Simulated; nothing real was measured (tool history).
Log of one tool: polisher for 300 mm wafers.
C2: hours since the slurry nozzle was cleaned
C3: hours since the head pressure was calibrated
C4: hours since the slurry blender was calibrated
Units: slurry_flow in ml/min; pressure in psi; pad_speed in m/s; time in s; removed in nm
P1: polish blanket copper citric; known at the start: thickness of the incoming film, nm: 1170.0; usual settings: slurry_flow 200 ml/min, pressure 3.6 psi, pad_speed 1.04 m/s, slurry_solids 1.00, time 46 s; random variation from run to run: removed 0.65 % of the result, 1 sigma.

run 1 day=0.604 | slurry_flow=200 pressure=3.6 pad_speed=1.04 slurry_solids=1.00 time=46 | wafers_polished_on_this_pad=563 C2=276.0 C3=165.3 C4=271.0 | removed=141.610
run 2 day=1.008 | slurry_flow=200 pressure=3.6 pad_speed=1.04 slurry_solids=1.00 time=46 | wafers_polished_on_this_pad=676 C2=285.7 C3=175.0 C4=280.7 | removed=142.500
run 3 day=1.408 | slurry_flow=200 pressure=1.6 pad_speed=1.04 slurry_solids=1.00 time=46 | wafers_polished_on_this_pad=788 C2=295.3 C3=184.6 C4=290.3 | removed=65.166
run 4 day=2.100 | slurry_flow=200 pressure=5.8 pad_speed=1.04 slurry_solids=1.00 time=46 | wafers_polished_on_this_pad=981 C2=311.9 C3=201.2 C4=306.9 | removed=228.960
run 5 day=2.629 | slurry_flow=200 pressure=3.6 pad_speed=1.60 slurry_solids=1.00 time=46 | wafers_polished_on_this_pad=1129 C2=324.6 C3=213.9 C4=319.6 | removed=216.990
-- day=3.067 slurry nozzle cleaned
run 6 day=3.333 | slurry_flow=270 pressure=3.6 pad_speed=1.04 slurry_solids=1.00 time=46 | wafers_polished_on_this_pad=1325 C2=6.4 C3=230.8 C4=336.5 | removed=147.270
run 7 day=4.096 | slurry_flow=200 pressure=3.6 pad_speed=1.04 slurry_solids=1.00 time=70 | wafers_polished_on_this_pad=1538 C2=24.7 C3=249.1 C4=354.8 | removed=219.300
run 8 day=4.583 | slurry_flow=125 pressure=3.6 pad_speed=1.04 slurry_solids=1.00 time=46 | wafers_polished_on_this_pad=1675 C2=36.4 C3=260.8 C4=366.5 | removed=132.050
run 9 day=4.967 | slurry_flow=200 pressure=3.6 pad_speed=1.04 slurry_solids=0.50 time=46 | wafers_polished_on_this_pad=1782 C2=45.6 C3=270.0 C4=375.7 | removed=124.700
run 10 day=5.404 | slurry_flow=300 pressure=3.6 pad_speed=1.28 slurry_solids=1.00 time=46 | wafers_polished_on_this_pad=1904 C2=56.1 C3=280.5 C4=386.2 | removed=184.730
run 11 day=5.912 | slurry_flow=200 pressure=3.6 pad_speed=1.04 slurry_solids=1.00 time=46 | wafers_polished_on_this_pad=2046 C2=68.3 C3=292.7 C4=398.4 | removed=142.360
run 12 day=6.533 | slurry_flow=200 pressure=3.6 pad_speed=1.04 slurry_solids=1.00 time=46 | wafers_polished_on_this_pad=2219 C2=83.2 C3=307.6 C4=413.3 | removed=144.210
run 13 day=6.942 | slurry_flow=200 pressure=3.6 pad_speed=1.04 slurry_solids=1.00 time=31 | wafers_polished_on_this_pad=2333 C2=93.0 C3=317.4 C4=423.1 | removed=96.377
run 14 day=7.312 | slurry_flow=200 pressure=3.6 pad_speed=1.04 slurry_solids=1.45 time=46 | wafers_polished_on_this_pad=2437 C2=101.9 C3=326.3 C4=432.0 | removed=154.070
run 15 day=7.825 | slurry_flow=200 pressure=3.6 pad_speed=1.04 slurry_solids=1.00 time=46 | wafers_polished_on_this_pad=2580 C2=114.2 C3=338.6 C4=444.3 | removed=143.230
run 16 day=8.571 | slurry_flow=200 pressure=3.6 pad_speed=0.54 slurry_solids=1.00 time=46 | wafers_polished_on_this_pad=2788 C2=132.1 C3=356.5 C4=462.2 | removed=76.381
run 17 day=9.300 | slurry_flow=200 pressure=3.6 pad_speed=1.04 slurry_solids=1.00 time=46 | wafers_polished_on_this_pad=2992 C2=149.6 C3=374.0 C4=479.7 | removed=142.730
run 18 day=9.971 | slurry_flow=200 pressure=3.6 pad_speed=1.04 slurry_solids=1.00 time=46 | wafers_polished_on_this_pad=3179 C2=165.7 C3=390.1 C4=495.8 | removed=140.190
run 19 day=10.504 | slurry_flow=200 pressure=3.6 pad_speed=1.04 slurry_solids=1.00 time=46 | wafers_polished_on_this_pad=3328 C2=178.5 C3=402.9 C4=508.6 | removed=139.350
run 20 day=10.983 | slurry_flow=200 pressure=3.6 pad_speed=1.04 slurry_solids=1.00 time=46 | wafers_polished_on_this_pad=3462 C2=190.0 C3=414.4 C4=520.1 | removed=137.710
run 21 day=11.533 | slurry_flow=200 pressure=3.6 pad_speed=1.04 slurry_solids=1.00 time=46 | wafers_polished_on_this_pad=3616 C2=203.2 C3=427.6 C4=533.3 | removed=135.670
-- day=11.808 worn pad replaced by a new one
run 22 day=11.900 | slurry_flow=200 pressure=3.6 pad_speed=1.04 slurry_solids=1.00 time=46 | wafers_polished_on_this_pad=25 C2=212.0 C3=436.4 C4=542.1 | removed=134.920
run 23 day=12.300 | slurry_flow=200 pressure=3.6 pad_speed=1.04 slurry_solids=1.00 time=46 | wafers_polished_on_this_pad=137 C2=221.6 C3=446.0 C4=551.7 | removed=134.060
-- day=12.329 slurry blender recalibrated
run 24 day=12.667 | slurry_flow=200 pressure=3.6 pad_speed=1.04 slurry_solids=1.00 time=46 | wafers_polished_on_this_pad=240 C2=230.4 C3=454.8 C4=8.1 | removed=136.640
run 25 day=13.008 | slurry_flow=200 pressure=3.6 pad_speed=1.04 slurry_solids=1.00 time=46 | wafers_polished_on_this_pad=335 C2=238.6 C3=463.0 C4=16.3 | removed=132.760
run 26 day=13.600 | slurry_flow=200 pressure=3.6 pad_speed=1.04 slurry_solids=1.00 time=46 | wafers_polished_on_this_pad=500 C2=252.8 C3=477.2 C4=30.5 | removed=134.210
run 27 day=14.083 | slurry_flow=200 pressure=3.6 pad_speed=1.04 slurry_solids=1.00 time=46 | wafers_polished_on_this_pad=635 C2=264.4 C3=488.8 C4=42.1 | removed=133.330

What P1 gives has crept away from where it was. These 2 causes fit the log equally well, each at the size given:
A: slurry flow missing at the pad, % = 34
B: head's pressure below its setpoint, % = 6.57
The creep began at about day 9.971.
Why every other cause is out:
removal rate lost through wear of the pad, %: serviced at day 11.808, which brought nothing back
abrasive missing from the slurry, %: serviced at day 12.329, which brought nothing back

4 check runs are offered, each on 3 wafers whose results are averaged, their results left as question marks. Which one tells the causes apart?
run check 1 day=14.567 | slurry_flow=135 pressure=1.7 pad_speed=1.04 slurry_solids=1.00 time=46 | removed=?
run check 2 day=14.567 | slurry_flow=200 pressure=3.6 pad_speed=0.58 slurry_solids=1.35 time=46 | removed=?
run check 3 day=14.567 | slurry_flow=200 pressure=3.6 pad_speed=1.56 slurry_solids=1.00 time=70 | removed=?
run check 4 day=14.567 | slurry_flow=200 pressure=5.5 pad_speed=1.54 slurry_solids=1.00 time=46 | removed=?

What each check would give under each cause:
check=check_1 result=removed if_A=58.822 if_B=60.628
check=check_2 result=removed if_A=80.739 if_B=80.833
check=check_3 result=removed if_A=302.880 if_B=302.780
check=check_4 result=removed if_A=298.870 if_B=298.670
How far apart the two closest causes lie, in the result that separates them most: check 1 3.02 %; check 2 0.12 %; check 3 0.03 %; check 4 0.06 %
Only check 1 tells the causes apart: in the others they would give nearly the same result.

Check 1 was then run and gave: removed 60.461 nm. Which cause is it?

It is B: head's pressure below its setpoint, %.

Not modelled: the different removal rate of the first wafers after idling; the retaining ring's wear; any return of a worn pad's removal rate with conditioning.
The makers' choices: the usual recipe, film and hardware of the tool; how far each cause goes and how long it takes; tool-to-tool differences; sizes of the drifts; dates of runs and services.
